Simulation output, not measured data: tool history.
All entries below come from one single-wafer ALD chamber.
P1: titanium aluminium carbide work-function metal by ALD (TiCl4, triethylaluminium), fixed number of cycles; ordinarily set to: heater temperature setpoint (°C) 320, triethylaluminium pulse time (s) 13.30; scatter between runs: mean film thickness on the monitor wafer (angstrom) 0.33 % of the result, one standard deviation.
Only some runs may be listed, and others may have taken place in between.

| run | hour | heater temperature setpoint (°C) | triethylaluminium pulse time (s) | hours since the last thermocouple change | hours since the last triethylaluminium bottle change | mean film thickness on the monitor wafer (angstrom) |
|---|---|---|---|---|---|---|
| 1 | 4.0 | 320 | 13.30 | 598.9 | 488.3 | 22.755 |
| 2 | 8.8 | 335 | 13.30 | 603.7 | 493.1 | 24.138 |
| 3 | 15.8 | 309 | 6.25 | 610.7 | 500.1 | 19.474 |
| 4 | 23.5 | 320 | 5.05 | 618.4 | 507.8 | 18.778 |
| 5 | 28.4 | 320 | 13.30 | 623.3 | 512.7 | 22.667 |
| 6 | 32.7 | 320 | 13.30 | 627.6 | 517.0 | 22.559 |
| 7 | 38.7 | 301 | 20.61 | 633.6 | 523.0 | 21.107 |
| 8 | 42.9 | 320 | 13.30 | 637.8 | 527.2 | 22.549 |
| 9 | 49.7 | 299 | 7.74 | 644.6 | 534.0 | 19.436 |
| 10 | 55.2 | 320 | 13.30 | 650.1 | 539.5 | 22.575 |
| 11 | 62.1 | 320 | 13.30 | 657.0 | 546.4 | 22.771 |
| 12 | 67.1 | 320 | 19.37 | 662.0 | 551.4 | 22.948 |
| 13 | 73.3 | 296 | 13.30 | 668.2 | 557.6 | 20.554 |
| 14 | 81.8 | 320 | 13.30 | 676.7 | 566.1 | 22.699 |
| 15 | 89.6 | 320 | 13.30 | 684.5 | 573.9 | 22.449 |

Run 16 is up next; what results do you expect?
| 16 | 94.2 | 320 | 13.30 | 689.1 | 578.5 | ? |

mean film thickness on the monitor wafer (angstrom): 22.274
